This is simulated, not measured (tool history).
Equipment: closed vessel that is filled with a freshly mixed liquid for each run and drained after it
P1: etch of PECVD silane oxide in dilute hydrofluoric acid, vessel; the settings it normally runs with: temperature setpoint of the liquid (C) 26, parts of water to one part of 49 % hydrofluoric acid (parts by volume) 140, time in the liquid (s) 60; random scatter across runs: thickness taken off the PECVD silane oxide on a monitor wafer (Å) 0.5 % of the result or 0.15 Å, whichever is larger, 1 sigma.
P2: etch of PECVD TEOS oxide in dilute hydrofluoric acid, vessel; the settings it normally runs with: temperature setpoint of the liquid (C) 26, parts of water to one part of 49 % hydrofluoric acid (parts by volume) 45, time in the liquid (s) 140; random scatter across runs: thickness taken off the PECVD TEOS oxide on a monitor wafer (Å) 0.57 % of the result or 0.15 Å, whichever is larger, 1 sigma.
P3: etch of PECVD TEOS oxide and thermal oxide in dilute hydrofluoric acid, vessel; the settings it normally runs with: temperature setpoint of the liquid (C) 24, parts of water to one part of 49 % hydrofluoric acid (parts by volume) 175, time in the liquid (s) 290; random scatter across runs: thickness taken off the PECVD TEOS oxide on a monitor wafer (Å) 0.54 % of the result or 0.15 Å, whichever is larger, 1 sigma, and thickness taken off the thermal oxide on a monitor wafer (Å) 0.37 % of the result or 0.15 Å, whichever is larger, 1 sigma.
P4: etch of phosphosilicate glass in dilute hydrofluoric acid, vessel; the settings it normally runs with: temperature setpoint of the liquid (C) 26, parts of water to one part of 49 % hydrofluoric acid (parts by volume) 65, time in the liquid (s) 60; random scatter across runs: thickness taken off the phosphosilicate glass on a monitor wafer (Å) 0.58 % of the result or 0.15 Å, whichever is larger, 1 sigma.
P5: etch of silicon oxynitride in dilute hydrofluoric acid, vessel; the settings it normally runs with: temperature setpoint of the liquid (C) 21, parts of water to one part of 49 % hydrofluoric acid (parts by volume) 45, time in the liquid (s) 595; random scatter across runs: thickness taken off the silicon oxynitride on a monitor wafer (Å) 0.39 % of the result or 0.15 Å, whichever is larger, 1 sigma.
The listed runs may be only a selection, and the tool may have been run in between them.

run	hour	process that ran	temperature setpoint of the liquid (C)	parts of water to one part of 49 % hydrofluoric acid (parts by volume)	time in the liquid (s)	thickness taken off the PECVD silane oxide on a monitor wafer (Å)	thickness taken off the PECVD TEOS oxide on a monitor wafer (Å)	thickness taken off the silicon oxynitride on a monitor wafer (Å)	thickness taken off the phosphosilicate glass on a monitor wafer (Å)	thickness taken off the thermal oxide on a monitor wafer (Å)
1	4.7	P1	26	140	60	138.88				
2	13.6	P1	26	140	60	139.21				
3	22.4	P2	30.5	45	140		379.15			
4	29.6	P1	26	140	60	137.86				
5	37	P1	32	140	60	173.38				
6	45.5	P2	26	80	140		167.87			
7	53.8	P1	26	240	60	72.567				
8	63	P1	26	140	30	68.615				
9	67.5	P5	21	45	595			233.46		
10	75	P4	32.5	65	60				1053.7	
11	84.5	P5	21	65	595			159.55		
12	88.8	P4	26	65	30				411.72	
13	96.2	P5	21	45	1185			467.29		
14	104.6	P3	24	260	290		80.066			43.343
15	111.9	P2	26	45	40		89.621			
16	119.8	P1	26	140	60	138.13				
17	124.7	P1	26	140	60	140.02				
18	133.3	P1	26	140	110	253.87				
19	137.7	P3	24	175	290		130.51			71.249
20	146.9	P3	30.5	175	290		163.7			89.482
21	152.5	P2	26	45	140		311.01			
# hour 153.5: thermometer replaced
22	160.7	P1	26	90	30	114.63				
23	168.6	P2	26	45	140		312.72			
24	176.1	P4	26	95	60				536.27	
25	182	P1	26	140	60	138.94				
26	186.6	P1	20.5	140	60	112.05				
27	191.1	P3	24	175	45		20.08			11.113
28	200.4	P1	26	85	60	244.43				
29	209.9	P4	26	65	60				818.52	
30	217	P5	17	45	595			190.23		
31	224.6	P4	26	65	60				818.18	
32	231.1	P1	26	140	60	139.03				
33	235.8	P1	26	140	60	142.39				
34	244	P1	26	140	60	147.23				
35	251.9	P1	26	140	60	148.89				
36	261.1	P1	26	140	60	150.75				
37	268.8	P1	26	140	60	151.77				
38	277.7	P1	26	140	60	153.21				
39	283.3	P1	26	140	60	152.51				

Compared with where it was, what P1 gives has crept away. Each cause listed below fits the log as well as the rest, at the size given for it:
A: liquid hotter than its thermometer reads (K) = 2.45
B: hydrofluoric acid flow above the setpoint (%) = 8.14
The drift started at roughly hour 231.1.

Consider the 4 single-wafer check runs listed below, results given as question marks: which one distinguishes between the causes by giving clearly different results for each?
check 1	288.9	P4	30	65	35				?	
check 2	288.9	P5	21	45	1145			?		
check 3	288.9	P3	29	175	90		?			?
check 4	288.9	P2	26	70	140		?			

What every check run would give for each of its results, assuming each possible cause in turn:
check	result	if A	if B
check 1	thickness taken off the phosphosilicate glass on a monitor wafer (Å)	614.07	609.03
check 2	thickness taken off the silicon oxynitride on a monitor wafer (Å)	509.37	488.95
check 3	thickness taken off the PECVD TEOS oxide on a monitor wafer (Å)	52.606	53.059
check 3	thickness taken off the thermal oxide on a monitor wafer (Å)	28.78	29.028
check 4	thickness taken off the PECVD TEOS oxide on a monitor wafer (Å)	214.46	212.08
Per check, the gap between the least separated pair of causes, taken in the result that splits them most: check 1 0.82 %; check 2 4.09 %; check 3 0.86 %; check 4 1.12 %
Only check 2 tells the causes apart: in the others they would give nearly the same result.

Here is what check 2 returned: thickness taken off the silicon oxynitride on a monitor wafer (Å) 488.66. Which cause is it?

B is the cause: hydrofluoric acid flow above the setpoint (%).
